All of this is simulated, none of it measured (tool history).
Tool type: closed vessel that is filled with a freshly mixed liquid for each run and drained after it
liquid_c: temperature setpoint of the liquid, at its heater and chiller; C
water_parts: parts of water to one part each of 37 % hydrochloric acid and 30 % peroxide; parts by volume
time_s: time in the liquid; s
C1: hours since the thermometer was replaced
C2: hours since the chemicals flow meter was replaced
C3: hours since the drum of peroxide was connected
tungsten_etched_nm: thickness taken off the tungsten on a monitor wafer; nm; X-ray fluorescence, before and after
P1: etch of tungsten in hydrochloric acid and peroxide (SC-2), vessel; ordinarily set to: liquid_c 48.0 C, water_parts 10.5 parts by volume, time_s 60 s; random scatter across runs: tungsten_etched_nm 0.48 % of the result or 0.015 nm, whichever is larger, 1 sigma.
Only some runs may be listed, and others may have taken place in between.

{"run": 1, "hour": 6.1, "liquid_c": 48.0, "water_parts": 10.5, "time_s": 60, "C1": 846.1, "C2": 213.9, "C3": 430.1, "tungsten_etched_nm": 12.618}
{"run": 2, "hour": 11.3, "liquid_c": 48.0, "water_parts": 10.5, "time_s": 95, "C1": 851.3, "C2": 219.1, "C3": 435.3, "tungsten_etched_nm": 20.188}
{"run": 3, "hour": 15.7, "liquid_c": 35.0, "water_parts": 18.0, "time_s": 60, "C1": 855.7, "C2": 223.5, "C3": 439.7, "tungsten_etched_nm": 3.1323}
{"run": 4, "hour": 22.3, "liquid_c": 36.5, "water_parts": 17.5, "time_s": 60, "C1": 862.3, "C2": 230.1, "C3": 446.3, "tungsten_etched_nm": 3.6953}
{"run": 5, "hour": 26.3, "liquid_c": 35.0, "water_parts": 10.5, "time_s": 60, "C1": 866.3, "C2": 234.1, "C3": 450.3, "tungsten_etched_nm": 5.1405}
{"run": 6, "hour": 30.6, "liquid_c": 48.0, "water_parts": 4.0, "time_s": 60, "C1": 870.6, "C2": 238.4, "C3": 454.6, "tungsten_etched_nm": 26.451}
{"run": 7, "hour": 34.5, "liquid_c": 48.0, "water_parts": 10.5, "time_s": 60, "C1": 874.5, "C2": 242.3, "C3": 458.5, "tungsten_etched_nm": 12.836}
{"run": 8, "hour": 39.4, "liquid_c": 63.5, "water_parts": 10.5, "time_s": 60, "C1": 879.4, "C2": 247.2, "C3": 463.4, "tungsten_etched_nm": 34.797}
{"run": 9, "hour": 46.0, "liquid_c": 48.0, "water_parts": 10.5, "time_s": 30, "C1": 886.0, "C2": 253.8, "C3": 470.0, "tungsten_etched_nm": 6.3921}
{"run": 10, "hour": 50.4, "liquid_c": 48.0, "water_parts": 10.5, "time_s": 60, "C1": 890.4, "C2": 258.2, "C3": 474.4, "tungsten_etched_nm": 12.656}
{"run": 11, "hour": 58.1, "liquid_c": 48.0, "water_parts": 18.5, "time_s": 60, "C1": 898.1, "C2": 265.9, "C3": 482.1, "tungsten_etched_nm": 7.7442}
{"run": 12, "hour": 63.4, "liquid_c": 48.0, "water_parts": 10.5, "time_s": 60, "C1": 903.4, "C2": 271.2, "C3": 487.4, "tungsten_etched_nm": 12.808}
{"run": 13, "hour": 69.4, "liquid_c": 48.0, "water_parts": 10.5, "time_s": 60, "C1": 909.4, "C2": 277.2, "C3": 493.4, "tungsten_etched_nm": 12.803}
{"run": 14, "hour": 76.1, "liquid_c": 48.0, "water_parts": 10.5, "time_s": 60, "C1": 916.1, "C2": 283.9, "C3": 500.1, "tungsten_etched_nm": 12.331}
{"run": 15, "hour": 79.8, "liquid_c": 48.0, "water_parts": 10.5, "time_s": 60, "C1": 919.8, "C2": 287.6, "C3": 503.8, "tungsten_etched_nm": 12.162}
{"run": 16, "hour": 86.6, "liquid_c": 48.0, "water_parts": 10.5, "time_s": 60, "C1": 926.6, "C2": 294.4, "C3": 510.6, "tungsten_etched_nm": 11.882}
{"hour": 88.6, "done": "new drum of peroxide connected"}
{"run": 17, "hour": 95.0, "liquid_c": 48.0, "water_parts": 10.5, "time_s": 60, "C1": 935.0, "C2": 302.8, "C3": 6.5, "tungsten_etched_nm": 11.866}
{"run": 18, "hour": 99.6, "liquid_c": 48.0, "water_parts": 10.5, "time_s": 60, "C1": 939.6, "C2": 307.4, "C3": 11.1, "tungsten_etched_nm": 11.811}
{"run": 19, "hour": 107.7, "liquid_c": 48.0, "water_parts": 10.5, "time_s": 60, "C1": 947.7, "C2": 315.5, "C3": 19.2, "tungsten_etched_nm": 11.708}

Estimate the outcome of run 20 from the log above:
{"run": 20, "hour": 114.4, "liquid_c": 48.0, "water_parts": 10.5, "time_s": 60, "C1": 954.4, "C2": 322.2, "C3": 25.9, "tungsten_etched_nm": "?"}

Run 20 measured tungsten_etched_nm 11.7510 nm.
